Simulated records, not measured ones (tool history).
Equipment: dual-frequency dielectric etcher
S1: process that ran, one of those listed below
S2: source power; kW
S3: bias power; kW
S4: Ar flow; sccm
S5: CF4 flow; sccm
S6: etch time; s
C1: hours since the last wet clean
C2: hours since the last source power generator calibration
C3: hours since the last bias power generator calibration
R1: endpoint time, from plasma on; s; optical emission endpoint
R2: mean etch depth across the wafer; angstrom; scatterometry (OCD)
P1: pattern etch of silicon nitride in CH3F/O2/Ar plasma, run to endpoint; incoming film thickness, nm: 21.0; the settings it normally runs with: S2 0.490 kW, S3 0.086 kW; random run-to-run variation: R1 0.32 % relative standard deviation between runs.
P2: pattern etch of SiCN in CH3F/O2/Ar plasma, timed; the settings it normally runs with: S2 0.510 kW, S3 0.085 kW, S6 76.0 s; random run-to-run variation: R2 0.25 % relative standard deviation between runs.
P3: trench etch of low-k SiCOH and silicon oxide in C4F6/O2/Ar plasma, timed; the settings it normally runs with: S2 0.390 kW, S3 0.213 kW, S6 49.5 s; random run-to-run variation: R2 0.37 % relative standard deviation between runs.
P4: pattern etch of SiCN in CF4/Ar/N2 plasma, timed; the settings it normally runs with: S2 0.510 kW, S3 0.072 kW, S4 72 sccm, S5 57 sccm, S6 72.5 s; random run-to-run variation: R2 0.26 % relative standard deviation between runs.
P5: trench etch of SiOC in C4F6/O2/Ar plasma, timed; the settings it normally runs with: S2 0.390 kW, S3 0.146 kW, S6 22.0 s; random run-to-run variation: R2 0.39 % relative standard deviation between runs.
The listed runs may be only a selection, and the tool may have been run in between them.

run    day  S1     S2     S3  S4  S5    S6     C1      C2      C3      R1       R2
  1  0.188  P1  0.490  0.086                 95.0  1618.7  1504.3  27.005
  2  0.317  P1  0.650  0.086                 98.1  1621.8  1507.4  24.288
  3  0.433  P4  0.510  0.072  72  57  40.0  100.9  1624.6  1510.2           385.19
  4  0.612  P1  0.490  0.054                105.2  1628.9  1514.5  31.585
  5  0.808  P5  0.390  0.146          14.0  109.9  1633.6  1519.2           270.65
  6  1.000  P1  0.370  0.086                114.5  1638.2  1523.8  30.329
  7  1.175  P2  0.510  0.085          76.0  118.7  1642.4  1528.0           328.32
  8  1.296  P1  0.490  0.086                121.6  1645.3  1530.9  26.921
  9  1.438  P5  0.390  0.189          22.0  125.0  1648.7  1534.3           455.46
 10  1.642  P2  0.510  0.109          76.0  129.9  1653.6  1539.2           360.24
 11  1.833  P3  0.390  0.213          49.5  134.5  1658.2  1543.8          1709.60
 12  2.017  P4  0.640  0.072  72  57  72.5  138.9  1662.6  1548.2           854.36
 13  2.221  P2  0.510  0.085          97.5  143.8  1667.5  1553.1           421.52
 14  2.333  P3  0.390  0.168          49.5  146.5  1670.2  1555.8          1591.20
 15  2.504  P3  0.390  0.213          36.0  150.6  1674.3  1559.9          1248.80
 16  2.604  P4  0.510  0.051  72  57  72.5  153.0  1676.7  1562.3           625.35
 17  2.704  P4  0.510  0.072  72  57  72.5  155.4  1679.1  1564.7           700.41
 18  2.829  P1  0.490  0.086                158.4  1682.1  1567.7  27.326
 19  2.983  P1  0.660  0.069                162.1  1685.8  1571.4  26.076
 20  3.121  P1  0.490  0.086                165.4  1689.1  1574.7  27.140
 21  3.308  P1  0.490  0.102                169.9  1693.6  1579.2  25.427
 22  3.500  P4  0.510  0.072  72  57  72.5  174.5  1698.2  1583.8           699.38
 23  3.688  P4  0.510  0.072  56  57  72.5  179.0  1702.7  1588.3           724.02
 24  3.821  P5  0.240  0.146          22.0  182.2  1705.9  1591.5           349.17
 25  3.942  P5  0.390  0.146          22.0  185.1  1708.8  1594.4           424.04
 26  4.038  P2  0.510  0.085          76.0  187.4  1711.1  1596.7           329.32
     4.179  -- source power generator calibrated
 27  4.196  P2  0.650  0.085          76.0  191.2     0.4  1600.5           360.37
 28  4.329  P1  0.490  0.086                194.4     3.6  1603.7  27.177
 29  4.517  P1  0.490  0.086                198.9     8.1  1608.2  27.076
 30  4.621  P3  0.390  0.213          49.5  201.4    10.6  1610.7          1721.50
 31  4.767  P3  0.240  0.213          49.5  204.9    14.1  1614.2          1433.50
 32  4.875  P4  0.510  0.072  72  68  72.5  207.5    16.7  1616.8           720.38
 33  5.067  P1  0.490  0.086                212.1    21.3  1621.4  27.081
 34  5.200  P1  0.490  0.086                215.3    24.5  1624.6  27.307
 35  5.396  P1  0.490  0.086                220.0    29.2  1629.3  27.289

Run 36 is up next; what results do you expect?
 36  5.562  P1  0.490  0.086              224.0  33.2  1633.3   ?

{"run 36": {"R1": 27.532}}

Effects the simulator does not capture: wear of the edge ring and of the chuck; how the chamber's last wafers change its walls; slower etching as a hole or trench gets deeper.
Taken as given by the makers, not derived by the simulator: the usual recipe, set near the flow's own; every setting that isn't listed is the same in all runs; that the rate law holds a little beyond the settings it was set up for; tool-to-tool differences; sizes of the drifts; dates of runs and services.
